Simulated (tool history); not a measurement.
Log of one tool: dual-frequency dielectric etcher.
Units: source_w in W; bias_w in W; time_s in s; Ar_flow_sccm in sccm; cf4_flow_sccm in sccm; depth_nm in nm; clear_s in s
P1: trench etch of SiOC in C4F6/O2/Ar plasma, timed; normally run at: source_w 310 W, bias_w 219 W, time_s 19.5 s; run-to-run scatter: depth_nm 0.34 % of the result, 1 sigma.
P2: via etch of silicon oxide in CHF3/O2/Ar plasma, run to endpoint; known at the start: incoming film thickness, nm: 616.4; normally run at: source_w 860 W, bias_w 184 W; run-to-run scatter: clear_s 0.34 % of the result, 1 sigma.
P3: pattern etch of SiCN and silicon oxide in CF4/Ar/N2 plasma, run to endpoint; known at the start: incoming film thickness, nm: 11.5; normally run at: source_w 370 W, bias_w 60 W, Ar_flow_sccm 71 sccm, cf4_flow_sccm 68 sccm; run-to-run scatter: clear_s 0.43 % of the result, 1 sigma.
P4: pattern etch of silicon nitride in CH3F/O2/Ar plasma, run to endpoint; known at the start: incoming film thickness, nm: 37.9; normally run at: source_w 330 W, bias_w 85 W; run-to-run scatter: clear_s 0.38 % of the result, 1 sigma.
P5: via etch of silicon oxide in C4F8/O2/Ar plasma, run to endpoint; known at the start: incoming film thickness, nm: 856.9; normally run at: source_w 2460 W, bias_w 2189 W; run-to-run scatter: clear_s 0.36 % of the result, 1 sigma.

run,day,process,source_w,bias_w,time_s,Ar_flow_sccm,cf4_flow_sccm,hours since the last wet clean,hours since the last source power generator calibration,hours since the last bias power generator calibration,depth_nm,clear_s
1,0.608,P1,310,219,19.5,,,183.8,2015.2,1933.5,38.848,
2,1.392,P3,370,60,,71,45,202.6,2034.0,1952.3,,16.904
3,2.075,P1,310,259,19.5,,,219.0,2050.4,1968.7,41.602,
4,2.483,P4,330,119,,,,228.8,2060.2,1978.5,,48.225
5,2.850,P1,310,219,19.5,,,237.6,2069.0,1987.3,39.119,
6,3.546,P3,370,39,,71,68,254.3,2085.7,2004.0,,17.920
7,4.283,P1,190,219,19.5,,,272.0,2103.4,2021.7,32.602,
8,5.067,P4,330,85,,,,290.8,2122.2,2040.5,,54.624
9,5.588,P1,310,219,19.5,,,303.3,2134.7,2053.0,39.472,
10,6.108,P2,860,245,,,,315.8,2147.2,2065.5,,246.100
11,6.871,P5,2460,2189,,,,334.1,2165.5,2083.8,,155.390
12,7.367,P1,310,219,14.5,,,346.0,2177.4,2095.7,29.244,
13,7.954,P5,2460,3049,,,,360.1,2191.5,2109.8,,141.850
14,8.446,P1,400,219,19.5,,,371.9,2203.3,2121.6,43.110,
15,9.238,P5,3450,2189,,,,390.9,2222.3,2140.6,,136.400
16,10.033,P1,410,306,19.5,,,410.0,2241.4,2159.7,48.826,
17,10.733,P1,310,175,19.5,,,426.8,2258.2,2176.5,36.487,
18,11.371,P1,310,219,19.5,,,442.1,2273.5,2191.8,39.140,
19,11.879,P2,860,184,,,,454.3,2285.7,2204.0,,270.440
20,12.675,P3,370,60,,95,68,473.4,2304.8,2223.1,,16.418
21,13.338,P3,460,60,,71,68,489.3,2320.7,2239.0,,12.933
22,14.067,P1,310,219,19.5,,,506.8,2338.2,2256.5,39.208,
23,14.458,P4,440,85,,,,516.2,2347.6,2265.9,,49.043
24,14.900,P3,370,60,,71,68,526.8,2358.2,2276.5,,15.816
25,15.267,P2,690,184,,,,535.6,2367.0,2285.3,,295.100
26,15.862,P1,420,305,19.5,,,549.9,2381.3,2299.6,49.346,
# day 15.900: wet clean of the chamber
27,16.462,P1,310,219,19.5,,,13.5,2395.7,2314.0,39.277,
28,17.033,P1,310,219,25.0,,,27.2,2409.4,2327.7,50.570,
29,17.800,P1,310,219,19.5,,,45.6,2427.8,2346.1,38.891,
30,18.221,P1,310,219,19.5,,,55.7,2437.9,2356.2,38.769,
31,18.942,P1,310,219,19.5,,,73.0,2455.2,2373.5,38.655,
32,19.658,P1,310,219,19.5,,,90.2,2472.4,2390.7,38.975,
33,20.204,P1,310,219,19.5,,,103.3,2485.5,2403.8,38.667,
# day 20.525: wet clean of the chamber
34,20.629,P1,310,219,19.5,,,2.5,2495.7,2414.0,38.539,
35,21.329,P1,310,219,19.5,,,19.3,2512.5,2430.8,38.868,

Run 36 comes next. What will it give?
36,21.917,P1,310,219,19.5,,,33.4,2526.6,2444.9,?,

depth_nm: 38.460 nm
